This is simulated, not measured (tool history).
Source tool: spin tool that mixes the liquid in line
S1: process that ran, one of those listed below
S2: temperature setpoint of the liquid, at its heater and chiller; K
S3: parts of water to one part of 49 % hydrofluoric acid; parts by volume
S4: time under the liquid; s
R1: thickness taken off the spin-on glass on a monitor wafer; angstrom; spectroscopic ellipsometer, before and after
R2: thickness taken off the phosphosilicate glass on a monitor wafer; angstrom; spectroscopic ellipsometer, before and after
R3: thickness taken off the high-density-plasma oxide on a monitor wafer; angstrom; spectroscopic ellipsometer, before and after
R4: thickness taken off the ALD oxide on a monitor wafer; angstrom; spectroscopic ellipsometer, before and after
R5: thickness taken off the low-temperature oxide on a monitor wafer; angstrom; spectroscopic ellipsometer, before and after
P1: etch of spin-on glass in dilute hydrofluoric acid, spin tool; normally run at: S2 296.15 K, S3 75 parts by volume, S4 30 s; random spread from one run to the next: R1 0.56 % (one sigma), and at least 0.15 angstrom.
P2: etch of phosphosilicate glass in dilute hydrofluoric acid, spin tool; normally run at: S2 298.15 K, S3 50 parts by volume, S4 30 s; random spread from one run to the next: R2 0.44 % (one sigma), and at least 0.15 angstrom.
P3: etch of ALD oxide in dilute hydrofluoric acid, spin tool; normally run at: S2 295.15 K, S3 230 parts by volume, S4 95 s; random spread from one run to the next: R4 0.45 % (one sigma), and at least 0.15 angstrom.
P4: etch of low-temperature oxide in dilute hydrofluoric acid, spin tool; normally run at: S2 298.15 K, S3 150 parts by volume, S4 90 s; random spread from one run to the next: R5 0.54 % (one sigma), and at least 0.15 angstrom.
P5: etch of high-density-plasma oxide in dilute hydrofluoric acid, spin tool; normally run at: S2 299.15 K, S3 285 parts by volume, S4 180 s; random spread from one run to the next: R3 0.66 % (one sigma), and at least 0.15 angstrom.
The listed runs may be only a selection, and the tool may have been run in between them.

Run 1, hour 4.8: S1 P1, S2 296.15 K, S3 75 parts by volume, S4 30 s. Result: R1 171.530 angstrom.
Run 2, hour 15.4: S1 P1, S2 296.15 K, S3 20 parts by volume, S4 30 s. Result: R1 692.650 angstrom.
Run 3, hour 23.6: S1 P2, S2 298.15 K, S3 50 parts by volume, S4 30 s. Result: R2 636.94 angstrom.
Run 4, hour 29.5: S1 P2, S2 298.15 K, S3 50 parts by volume, S4 60 s. Result: R2 1278.40 angstrom.
Run 5, hour 35.0: S1 P5, S2 299.15 K, S3 285 parts by volume, S4 180 s. Result: R3 42.619 angstrom.
Run 6, hour 44.6: S1 P1, S2 296.15 K, S3 75 parts by volume, S4 15 s. Result: R1 85.493 angstrom.
Run 7, hour 54.9: S1 P3, S2 295.15 K, S3 230 parts by volume, S4 95 s. Result: R4 77.154 angstrom.
Run 8, hour 64.0: S1 P1, S2 296.15 K, S3 120 parts by volume, S4 30 s. Result: R1 102.380 angstrom.
Run 9, hour 73.3: S1 P2, S2 293.15 K, S3 50 parts by volume, S4 30 s. Result: R2 518.90 angstrom.
Run 10, hour 82.0: S1 P1, S2 296.15 K, S3 75 parts by volume, S4 60 s. Result: R1 343.290 angstrom.
Run 11, hour 89.7: S1 P3, S2 295.15 K, S3 55 parts by volume, S4 95 s. Result: R4 392.550 angstrom.
Run 12, hour 97.8: S1 P4, S2 298.15 K, S3 150 parts by volume, S4 15 s. Result: R5 17.684 angstrom.
Run 13, hour 103.3: S1 P1, S2 291.65 K, S3 75 parts by volume, S4 30 s. Result: R1 142.170 angstrom.
Run 14, hour 110.8: S1 P4, S2 290.15 K, S3 150 parts by volume, S4 90 s. Result: R5 79.159 angstrom.
Run 15, hour 116.8: S1 P2, S2 298.15 K, S3 50 parts by volume, S4 30 s. Result: R2 635.80 angstrom.
Run 16, hour 121.9: S1 P1, S2 296.15 K, S3 75 parts by volume, S4 30 s. Result: R1 172.040 angstrom.
Run 17, hour 132.2: S1 P1, S2 296.15 K, S3 75 parts by volume, S4 30 s. Result: R1 170.330 angstrom.
Run 18, hour 141.4: S1 P1, S2 301.65 K, S3 75 parts by volume, S4 50 s. Result: R1 356.630 angstrom.
Run 19, hour 152.1: S1 P1, S2 291.65 K, S3 125 parts by volume, S4 30 s. Result: R1 80.758 angstrom.
Run 20, hour 157.1: S1 P2, S2 298.15 K, S3 85 parts by volume, S4 30 s. Result: R2 360.57 angstrom.
Run 21, hour 162.2: S1 P1, S2 296.15 K, S3 75 parts by volume, S4 30 s. Result: R1 170.870 angstrom.
Run 22, hour 168.8: S1 P3, S2 302.15 K, S3 230 parts by volume, S4 95 s. Result: R4 99.789 angstrom.
Run 23, hour 179.1: S1 P1, S2 296.15 K, S3 75 parts by volume, S4 30 s. Result: R1 173.520 angstrom.
Run 24, hour 187.1: S1 P1, S2 304.15 K, S3 75 parts by volume, S4 30 s. Result: R1 233.260 angstrom.
Run 25, hour 193.6: S1 P3, S2 295.15 K, S3 230 parts by volume, S4 95 s. Result: R4 77.327 angstrom.
Run 26, hour 199.9: S1 P5, S2 299.15 K, S3 285 parts by volume, S4 65 s. Result: R3 15.443 angstrom.
Run 27, hour 205.0: S1 P4, S2 298.15 K, S3 55 parts by volume, S4 90 s. Result: R5 332.000 angstrom.
Run 28, hour 213.6: S1 P5, S2 299.15 K, S3 440 parts by volume, S4 180 s. Result: R3 23.669 angstrom.
Run 29, hour 219.9: S1 P1, S2 290.15 K, S3 45 parts by volume, S4 30 s. Result: R1 230.080 angstrom.
Run 30, hour 228.5: S1 P3, S2 295.15 K, S3 230 parts by volume, S4 15 s. Result: R4 11.983 angstrom.
Run 31, hour 237.6: S1 P4, S2 298.15 K, S3 150 parts by volume, S4 90 s. Result: R5 107.530 angstrom.
Run 32, hour 242.8: S1 P5, S2 299.15 K, S3 285 parts by volume, S4 180 s. Result: R3 42.139 angstrom.
Run 33, hour 250.5: S1 P5, S2 305.15 K, S3 285 parts by volume, S4 180 s. Result: R3 51.664 angstrom.
Run 34, hour 256.4: S1 P1, S2 296.15 K, S3 75 parts by volume, S4 30 s. Result: R1 173.130 angstrom.
Run 35, hour 266.8: S1 P1, S2 296.15 K, S3 75 parts by volume, S4 30 s. Result: R1 181.070 angstrom.
Run 36, hour 273.8: S1 P1, S2 296.15 K, S3 75 parts by volume, S4 30 s. Result: R1 182.600 angstrom.
Run 37, hour 278.6: S1 P1, S2 296.15 K, S3 75 parts by volume, S4 30 s. Result: R1 181.980 angstrom.
Run 38, hour 284.9: S1 P1, S2 296.15 K, S3 75 parts by volume, S4 30 s. Result: R1 186.530 angstrom.
Run 39, hour 293.3: S1 P1, S2 296.15 K, S3 75 parts by volume, S4 30 s. Result: R1 187.020 angstrom.
Run 40, hour 302.5: S1 P1, S2 296.15 K, S3 75 parts by volume, S4 30 s. Result: R1 185.550 angstrom.
Run 41, hour 310.4: S1 P1, S2 296.15 K, S3 75 parts by volume, S4 30 s. Result: R1 186.500 angstrom.
Run 42, hour 318.9: S1 P1, S2 296.15 K, S3 75 parts by volume, S4 30 s. Result: R1 187.640 angstrom.

The log shows P1 creeping away from where it was. Any of the 2 causes listed here, at the size stated for it, fits the log just as well as the others:
A: hydrofluoric acid flow above the setpoint (%) = 8.42
B: liquid hotter than its thermometer reads (K) = 2.19
The gradual shift began around hour 256.4.

Which of the check runs below tells the causes apart, meaning the causes would give it clearly different results? Each run uses 5 wafers whose results are averaged, and each result is shown as a question mark.
Run check 1, hour 327.4: S1 P3, S2 295.15 K, S3 70 parts by volume, S4 25 s. Result: R4 ?.
Run check 2, hour 327.4: S1 P2, S2 298.15 K, S3 80 parts by volume, S4 30 s. Result: R2 ?.
Run check 3, hour 327.4: S1 P4, S2 290.65 K, S3 150 parts by volume, S4 15 s. Result: R5 ?.
Run check 4, hour 327.4: S1 P5, S2 299.15 K, S3 425 parts by volume, S4 90 s. Result: R3 ?.

Check results expected under each cause:
  check  result    if A    if B
check 1      R4  86.959  87.116
check 2      R2  419.17  418.15
check 3      R5  14.690  14.631
check 4      R3  13.874  13.286
How far apart the two closest causes lie, in the result that separates them most: check 1 0.18 %; check 2 0.24 %; check 3 0.4 %; check 4 4.33 %
Only check 4 tells the causes apart: in the others they would give nearly the same result.

Then check 4 was run and gave: R3 13.975 angstrom. Which cause is it?

The correct cause is A, namely: hydrofluoric acid flow above the setpoint (%).
